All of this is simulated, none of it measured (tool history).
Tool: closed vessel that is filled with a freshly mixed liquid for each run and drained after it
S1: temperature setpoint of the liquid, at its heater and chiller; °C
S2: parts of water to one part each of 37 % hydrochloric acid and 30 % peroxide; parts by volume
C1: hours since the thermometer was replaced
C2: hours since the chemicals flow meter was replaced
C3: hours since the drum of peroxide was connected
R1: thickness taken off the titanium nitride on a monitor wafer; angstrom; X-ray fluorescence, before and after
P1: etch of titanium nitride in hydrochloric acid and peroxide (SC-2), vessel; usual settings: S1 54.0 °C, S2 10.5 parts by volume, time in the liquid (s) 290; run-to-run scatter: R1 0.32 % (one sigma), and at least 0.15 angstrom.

{"run": 1, "hour": 12.7, "S1": 54.0, "S2": 10.5, "time in the liquid (s)": 290, "C1": 1280.9, "C2": 1537.2, "C3": 320.5, "R1": 110.67}
{"run": 2, "hour": 23.8, "S1": 62.0, "S2": 10.5, "time in the liquid (s)": 290, "C1": 1292.0, "C2": 1548.3, "C3": 331.6, "R1": 184.44}
{"run": 3, "hour": 31.4, "S1": 37.5, "S2": 10.5, "time in the liquid (s)": 290, "C1": 1299.6, "C2": 1555.9, "C3": 339.2, "R1": 35.534}
{"run": 4, "hour": 41.2, "S1": 45.0, "S2": 10.5, "time in the liquid (s)": 405, "C1": 1309.4, "C2": 1565.7, "C3": 349.0, "R1": 84.63}
{"hour": 46.1, "done": "new drum of peroxide connected"}
{"run": 5, "hour": 51.4, "S1": 54.0, "S2": 10.5, "time in the liquid (s)": 545, "C1": 1319.6, "C2": 1575.9, "C3": 5.4, "R1": 207.62}
{"run": 6, "hour": 62.7, "S1": 54.0, "S2": 10.5, "time in the liquid (s)": 290, "C1": 1330.9, "C2": 1587.2, "C3": 16.7, "R1": 111.16}
{"run": 7, "hour": 75.4, "S1": 54.0, "S2": 10.5, "time in the liquid (s)": 290, "C1": 1343.6, "C2": 1599.9, "C3": 29.4, "R1": 110.66}
{"run": 8, "hour": 90.1, "S1": 54.0, "S2": 4.0, "time in the liquid (s)": 290, "C1": 1358.3, "C2": 1614.6, "C3": 44.1, "R1": 230.23}
{"run": 9, "hour": 100.4, "S1": 54.0, "S2": 10.5, "time in the liquid (s)": 30, "C1": 1368.6, "C2": 1624.9, "C3": 54.4, "R1": 11.452}
{"run": 10, "hour": 114.7, "S1": 54.0, "S2": 10.5, "time in the liquid (s)": 290, "C1": 1382.9, "C2": 1639.2, "C3": 68.7, "R1": 110.83}
{"run": 11, "hour": 128.8, "S1": 54.0, "S2": 10.5, "time in the liquid (s)": 290, "C1": 1397.0, "C2": 1653.3, "C3": 82.8, "R1": 111.27}
{"run": 12, "hour": 137.8, "S1": 41.0, "S2": 14.5, "time in the liquid (s)": 290, "C1": 1406.0, "C2": 1662.3, "C3": 91.8, "R1": 34.788}
{"run": 13, "hour": 145.1, "S1": 54.0, "S2": 18.5, "time in the liquid (s)": 290, "C1": 1413.3, "C2": 1669.6, "C3": 99.1, "R1": 67.749}
{"run": 14, "hour": 159.4, "S1": 54.0, "S2": 10.5, "time in the liquid (s)": 290, "C1": 1427.6, "C2": 1683.9, "C3": 113.4, "R1": 110.83}
{"run": 15, "hour": 170.9, "S1": 54.0, "S2": 10.5, "time in the liquid (s)": 290, "C1": 1439.1, "C2": 1695.4, "C3": 124.9, "R1": 115.19}
{"run": 16, "hour": 178.9, "S1": 54.0, "S2": 10.5, "time in the liquid (s)": 290, "C1": 1447.1, "C2": 1703.4, "C3": 132.9, "R1": 116.41}
{"run": 17, "hour": 192.3, "S1": 54.0, "S2": 10.5, "time in the liquid (s)": 290, "C1": 1460.5, "C2": 1716.8, "C3": 146.3, "R1": 117.84}
{"run": 18, "hour": 202.4, "S1": 54.0, "S2": 10.5, "time in the liquid (s)": 290, "C1": 1470.6, "C2": 1726.9, "C3": 156.4, "R1": 118.49}
{"run": 19, "hour": 216.3, "S1": 54.0, "S2": 10.5, "time in the liquid (s)": 290, "C1": 1484.5, "C2": 1740.8, "C3": 170.3, "R1": 118.37}
{"run": 20, "hour": 227.7, "S1": 54.0, "S2": 10.5, "time in the liquid (s)": 290, "C1": 1495.9, "C2": 1752.2, "C3": 181.7, "R1": 119.43}

What P1 gives has crept away from where it was. These 2 causes fit the log equally well, each at the size given:
A: chemicals flow above the setpoint (%) = 9.36
B: liquid hotter than its thermometer reads (K) = 1.16
The creep began at about hour 159.4.
Why every other cause is out:
peroxide weaker than its label (%): at most 8, which would move R1 by -7.4 %: too little, or the wrong way

4 check runs are offered, each on 2 wafers whose results are averaged, their results left as question marks. Which one tells the causes apart?
{"run": "check 1", "hour": 239.1, "S1": 54.0, "S2": 17.5, "time in the liquid (s)": 545, "R1": "?"}
{"run": "check 2", "hour": 239.1, "S1": 46.5, "S2": 16.0, "time in the liquid (s)": 290, "R1": "?"}
{"run": "check 3", "hour": 239.1, "S1": 54.0, "S2": 15.5, "time in the liquid (s)": 65, "R1": "?"}
{"run": "check 4", "hour": 239.1, "S1": 38.0, "S2": 5.0, "time in the liquid (s)": 290, "R1": "?"}

What each check would give under each cause:
check=check_1 result=R1 if_A=144.420 if_B=143.740
check=check_2 result=R1 if_A=50.484 if_B=50.467
check=check_3 result=R1 if_A=19.172 if_B=19.102
check=check_4 result=R1 if_A=70.461 if_B=71.886
How far apart the two closest causes lie, in the result that separates them most: check 1 0.47 %; check 2 0.03 %; check 3 0.37 %; check 4 2 %
Only check 4 tells the causes apart: in the others they would give nearly the same result.

Then check 4 was run and gave: R1 71.696 angstrom. Which cause is it?

It is B: liquid hotter than its thermometer reads (K).
